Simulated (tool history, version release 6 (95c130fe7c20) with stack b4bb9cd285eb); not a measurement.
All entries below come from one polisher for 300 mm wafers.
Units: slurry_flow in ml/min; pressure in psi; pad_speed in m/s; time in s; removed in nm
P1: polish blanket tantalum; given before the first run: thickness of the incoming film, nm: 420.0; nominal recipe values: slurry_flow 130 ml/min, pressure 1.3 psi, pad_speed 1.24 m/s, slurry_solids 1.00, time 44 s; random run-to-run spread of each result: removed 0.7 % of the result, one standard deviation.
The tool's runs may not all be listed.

run	hour	slurry_flow	pressure	pad_speed	slurry_solids	time	wafers polished on this pad	hours since the slurry nozzle was cleaned	hours since the head pressure was calibrated	hours since the slurry blender was calibrated	removed
1	6.4	130	1.3	1.24	1.00	44	217	136.9	288.9	93.9	67.730
2	11.2	130	1.7	1.24	1.00	44	274	141.7	293.7	98.7	89.899
3	17.4	130	1.3	1.24	1.00	33	349	147.9	299.9	104.9	50.982
4	24.4	130	1.3	1.24	1.00	44	432	154.9	306.9	111.9	67.648
5	28.5	130	1.3	1.90	1.00	44	481	159.0	311.0	116.0	104.610
6	34.3	130	1.6	1.24	1.00	60	551	164.8	316.8	121.8	114.670
7	42.4	195	1.3	1.24	1.00	44	648	172.9	324.9	129.9	72.775
8	49.7	130	1.3	1.24	1.00	44	735	180.2	332.2	137.2	68.174
9	55.7	130	1.3	1.24	1.00	66	807	186.2	338.2	143.2	101.760
10	61.5	80	1.3	1.24	1.00	44	876	192.0	344.0	149.0	60.470
11	69.6	130	1.3	1.24	1.25	44	973	200.1	352.1	157.1	71.553
12	75.1	130	1.3	1.24	1.00	44	1039	205.6	357.6	162.6	68.104
# hour 75.8: slurry blender recalibrated
13	80.3	130	1.3	1.24	1.00	44	1101	210.8	362.8	4.6	68.435
14	84.5	130	1.3	0.56	1.00	44	1152	215.0	367.0	8.8	30.828
15	90.0	130	1.3	1.24	0.55	44	1218	220.5	372.5	14.3	55.195
16	94.4	130	0.6	1.24	1.00	44	1270	224.9	376.9	18.7	31.646
17	101.1	130	1.3	1.24	1.00	44	1350	231.6	383.6	25.4	67.810
18	106.3	130	1.3	1.24	1.00	44	1413	236.8	388.8	30.6	68.513
19	114.2	130	1.3	1.24	1.00	44	1507	244.7	396.7	38.5	64.654
20	120.4	130	1.3	1.24	1.00	44	1581	250.9	402.9	44.7	64.696
21	124.6	130	1.3	1.24	1.00	44	1632	255.1	407.1	48.9	63.139
22	132.0	130	1.3	1.24	1.00	44	1720	262.5	414.5	56.3	63.089
23	136.0	130	1.3	1.24	1.00	44	1768	266.5	418.5	60.3	61.842
# hour 141.0: head pressure recalibrated
24	141.7	130	1.3	1.24	1.00	44	1836	272.2	0.7	66.0	61.545
25	148.6	130	1.3	1.24	1.00	44	1919	279.1	7.6	72.9	60.551
# hour 153.3: slurry blender recalibrated
26	157.6	130	1.3	1.24	1.00	44	2027	288.1	16.6	4.3	61.142
27	162.9	130	1.3	1.24	1.00	44	2090	293.4	21.9	9.6	60.595
28	169.0	130	1.3	1.24	1.00	44	2163	299.5	28.0	15.7	60.089

What P1 gives has crept off from where it sat before. The 2 causes that follow fit the log equally well, each at the size noted:
A: removal rate lost through wear of the pad, % = 11.4
B: slurry flow missing at the pad, % = 38.6
The onset of the drift is placed at about hour 106.3.
Other possible causes, and why each is ruled out:
head's pressure below its setpoint, %: serviced at hour 141.0, after the change had begun; the process did not return to its earlier output
abrasive missing from the slurry, %: serviced at hour 153.3, after the change had begun; the process did not return to its earlier output

4 check runs are offered, one wafer each, their results left as question marks. Which one tells the causes apart?
check 1	175.1	80	1.3	1.24	1.00	44					?
check 2	175.1	130	1.3	0.84	1.00	64					?
check 3	175.1	130	1.3	1.24	0.65	44					?
check 4	175.1	130	0.6	1.24	0.65	44					?

Expected result of each check under each candidate cause:
check	result	if A	if B
check 1	removed	53.498	50.303
check 2	removed	59.456	59.455
check 3	removed	52.295	52.294
check 4	removed	24.136	24.136
Gap, in per cent, between the two causes that each check separates least, read from the result that separates them most: check 1 6.16 %; check 2 0 %; check 3 0 %; check 4 0 %
The other checks would show nearly matching results whichever cause is true, so check 1 is the only one that separates the causes.

Check 1 was carried out, with these results: removed 49.907 nm. Which of the listed causes is responsible?

Of the candidate causes, it is B: slurry flow missing at the pad, %.
